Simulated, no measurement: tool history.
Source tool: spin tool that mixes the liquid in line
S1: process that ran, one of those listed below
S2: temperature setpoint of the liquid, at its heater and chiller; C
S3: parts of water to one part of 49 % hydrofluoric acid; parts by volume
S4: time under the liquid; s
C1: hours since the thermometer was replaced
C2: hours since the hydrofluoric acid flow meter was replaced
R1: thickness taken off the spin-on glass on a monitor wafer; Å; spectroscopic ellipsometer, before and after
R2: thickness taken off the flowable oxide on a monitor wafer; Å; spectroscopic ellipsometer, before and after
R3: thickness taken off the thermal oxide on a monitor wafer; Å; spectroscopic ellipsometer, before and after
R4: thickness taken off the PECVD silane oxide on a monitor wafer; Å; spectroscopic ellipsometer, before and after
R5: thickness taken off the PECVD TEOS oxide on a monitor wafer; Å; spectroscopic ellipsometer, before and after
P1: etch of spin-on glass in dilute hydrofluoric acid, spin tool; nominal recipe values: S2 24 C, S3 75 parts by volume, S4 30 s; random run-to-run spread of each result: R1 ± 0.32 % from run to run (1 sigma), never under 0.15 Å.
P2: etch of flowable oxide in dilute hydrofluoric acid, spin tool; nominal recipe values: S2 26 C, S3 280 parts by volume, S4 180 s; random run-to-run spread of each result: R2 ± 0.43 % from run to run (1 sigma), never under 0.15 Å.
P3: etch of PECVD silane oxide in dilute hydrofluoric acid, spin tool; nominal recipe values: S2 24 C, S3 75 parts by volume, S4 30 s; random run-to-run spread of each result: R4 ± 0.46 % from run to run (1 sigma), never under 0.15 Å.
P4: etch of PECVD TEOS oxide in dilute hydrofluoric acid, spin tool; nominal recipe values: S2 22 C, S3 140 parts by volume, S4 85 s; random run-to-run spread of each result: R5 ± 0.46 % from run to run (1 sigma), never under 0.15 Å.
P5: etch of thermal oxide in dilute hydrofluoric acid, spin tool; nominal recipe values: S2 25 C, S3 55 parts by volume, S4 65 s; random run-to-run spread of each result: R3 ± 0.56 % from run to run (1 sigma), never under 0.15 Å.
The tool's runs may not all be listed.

run	hour	S1	S2	S3	S4	C1	C2	R1	R2	R3	R4	R5
1	12.5	P1	24	75	30	1168.3	194.4	105.61				
2	19.2	P1	24	75	30	1175	201.1	105.24				
3	25.9	P2	32	280	180	1181.7	207.8		408.88			
4	37.9	P1	24	20	30	1193.7	219.8	424.46				
5	46.3	P5	25	55	65	1202.1	228.2			60.31		
6	53.6	P1	24	75	45	1209.4	235.5	158.16				
7	64.4	P5	25	20	65	1220.2	246.3			172.72		
8	72.4	P1	24	75	30	1228.2	254.3	105.02				
9	81.1	P5	25	55	95	1236.9	263			87.377		
10	94.4	P3	20	75	30	1250.2	276.3				176.83	
11	107.4	P1	17	75	30	1263.2	289.3	78.281				
12	113.4	P1	24	75	15	1269.2	295.3	52.238				
13	123.3	P5	20	55	65	1279.1	305.2			49.151		
14	133.5	P4	22	140	85	1289.3	315.4					105.43
15	139.4	P1	29	75	30	1295.2	321.3	127.49				
16	147.8	P2	26	420	180	1303.6	329.7		195.73			
17	155.2	P3	24	75	30	1311	337.1				210.78	
18	160.9	P4	22	140	130	1316.7	342.8					162.66
19	169.9	P2	26	280	180	1325.7	351.8		337.23			
20	179.1	P1	24	135	30	1334.9	361	54.429				
21	185.6	P1	17.5	75	50	1341.4	367.5	133.85				
22	196.9	P3	24	75	15	1352.7	378.8				104.27	
23	209.3	P2	26	280	180	1365.1	391.2		335.89			
24	219.1	P5	25	55	65	1374.9	401			59.75		
25	226.9	P4	22	85	85	1382.7	408.8					184.83
26	237.1	P3	24	135	30	1392.9	419				107.54	
27	243.3	P4	17	140	85	1399.1	425.2					86.705
28	251.3	P2	26	280	295	1407.1	433.2		555.87			
29	259.3	P1	24	75	30	1415.1	441.2	104.54				

What will run 30 give?
30	265.7	P1	24	75	30	1421.5	447.6	?				

Logged for run 30: R1 105.13 Å.

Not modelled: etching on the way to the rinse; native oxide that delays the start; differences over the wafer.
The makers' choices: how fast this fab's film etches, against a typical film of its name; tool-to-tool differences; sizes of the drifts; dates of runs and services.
